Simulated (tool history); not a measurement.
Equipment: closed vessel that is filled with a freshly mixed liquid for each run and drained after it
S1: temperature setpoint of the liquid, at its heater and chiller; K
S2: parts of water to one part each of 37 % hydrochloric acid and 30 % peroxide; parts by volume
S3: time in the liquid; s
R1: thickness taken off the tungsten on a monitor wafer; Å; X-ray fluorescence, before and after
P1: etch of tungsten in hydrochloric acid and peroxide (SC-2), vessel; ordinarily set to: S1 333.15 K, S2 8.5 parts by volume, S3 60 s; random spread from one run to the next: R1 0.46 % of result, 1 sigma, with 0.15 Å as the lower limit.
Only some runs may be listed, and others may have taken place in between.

| run | hour | S1 | S2 | S3 | R1 |
|---|---|---|---|---|---|
| 1 | 8.5 | 333.15 | 8.5 | 60 | 268.300 |
| 2 | 15.6 | 333.15 | 8.5 | 60 | 270.160 |
|  | 23.5 | new drum of peroxide connected |
| 3 | 23.7 | 333.15 | 8.5 | 60 | 267.680 |
| 4 | 30.7 | 317.15 | 8.5 | 60 | 94.435 |
| 5 | 39.7 | 333.15 | 8.5 | 60 | 269.000 |
| 6 | 45.2 | 333.15 | 8.5 | 60 | 266.840 |
| 7 | 50.0 | 333.15 | 14.5 | 30 | 85.385 |
| 8 | 54.9 | 333.15 | 8.5 | 110 | 490.320 |
| 9 | 60.4 | 333.15 | 8.5 | 60 | 267.120 |
| 10 | 69.6 | 342.15 | 8.5 | 60 | 461.670 |
| 11 | 74.8 | 333.15 | 4.0 | 60 | 474.530 |
| 12 | 83.4 | 333.15 | 15.0 | 60 | 166.410 |
| 13 | 93.8 | 333.15 | 8.5 | 30 | 133.220 |
| 14 | 98.8 | 333.15 | 8.5 | 60 | 268.300 |
| 15 | 105.0 | 333.15 | 8.5 | 60 | 260.260 |
| 16 | 114.1 | 333.15 | 8.5 | 60 | 252.670 |
| 17 | 123.3 | 333.15 | 8.5 | 60 | 249.250 |
| 18 | 130.6 | 333.15 | 8.5 | 60 | 246.960 |
|  | 133.7 | new drum of peroxide connected |
| 19 | 139.3 | 333.15 | 8.5 | 60 | 246.150 |
| 20 | 147.7 | 333.15 | 8.5 | 60 | 246.160 |
| 21 | 154.2 | 333.15 | 8.5 | 60 | 243.900 |
| 22 | 160.0 | 333.15 | 8.5 | 60 | 244.930 |

P1 has crept away from where it was. The log is fitted equally well by each of these 2 causes, at the sizes shown:
A: chemicals flow below the setpoint (%) = 10.3
B: liquid colder than its thermometer reads (K) = 1.42
The process output started creeping at around hour 98.8.
The rest of the possible causes, and what rules out each one:
peroxide weaker than its label (%): its service at hour 133.7 followed the start of the drift and did not put the process back to its old value

Consider the 4 check runs below, whose results appear as question marks and each of which averages 2 wafers. Which one distinguishes the causes, in that each cause would give it a clearly different result?
| check 1 | 165.8 | 333.15 | 14.5 | 60 | ? |
| check 2 | 165.8 | 319.65 | 4.0 | 60 | ? |
| check 3 | 165.8 | 322.65 | 8.5 | 60 | ? |
| check 4 | 165.8 | 333.15 | 8.5 | 30 | ? |

Check results expected under each cause:
| check | result | if A | if B |
|---|---|---|---|
| check 1 | R1 | 154.810 | 155.850 |
| check 2 | R1 | 180.110 | 175.930 |
| check 3 | R1 | 124.130 | 123.320 |
| check 4 | R1 | 122.520 | 122.450 |
Gap, in per cent, between the two causes that each check separates least, read from the result that separates them most: check 1 0.67 %; check 2 2.35 %; check 3 0.65 %; check 4 0.06 %
Check 2 is the one run that separates the causes; every other check would come out nearly the same whichever cause is at work.

Then check 2 was run and gave: R1 180.280 Å. Which cause is it?

The cause is A: chemicals flow below the setpoint (%).
